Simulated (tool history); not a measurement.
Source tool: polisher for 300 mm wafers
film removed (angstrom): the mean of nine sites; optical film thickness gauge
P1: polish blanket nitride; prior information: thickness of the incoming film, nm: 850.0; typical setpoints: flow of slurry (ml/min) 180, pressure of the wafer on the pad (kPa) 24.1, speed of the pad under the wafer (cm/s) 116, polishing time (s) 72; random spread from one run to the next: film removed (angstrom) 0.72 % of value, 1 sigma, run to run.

run	hour	flow of slurry (ml/min)	pressure of the wafer on the pad (kPa)	speed of the pad under the wafer (cm/s)	polishing time (s)	film removed (angstrom)
1	10.1	180	24.1	116	72	1413.50
2	16.6	180	37.2	116	111	3339.20
3	28.4	180	24.1	116	72	1408.50
4	39.3	180	24.1	116	113	2178.10
# hour 41.1: worn pad replaced by a new one
5	45.7	180	37.2	116	72	2177.10
6	56.1	180	24.1	116	72	1390.90
7	66.6	110	24.1	116	72	1283.30
8	78.7	180	24.1	116	72	1405.70
9	91.0	110	24.1	156	72	1632.70
10	104.0	180	24.1	52	72	735.98
11	115.6	240	31.7	116	72	1895.90
12	123.6	180	24.1	176	72	1962.40
13	137.6	180	24.1	116	32	622.24
14	146.7	180	11.7	116	72	676.28
15	157.8	250	24.1	116	72	1467.60

Estimate the outcome of run 16 from the log above:
16	169.1	180	24.1	116	72	?

film removed (angstrom): 1403.80
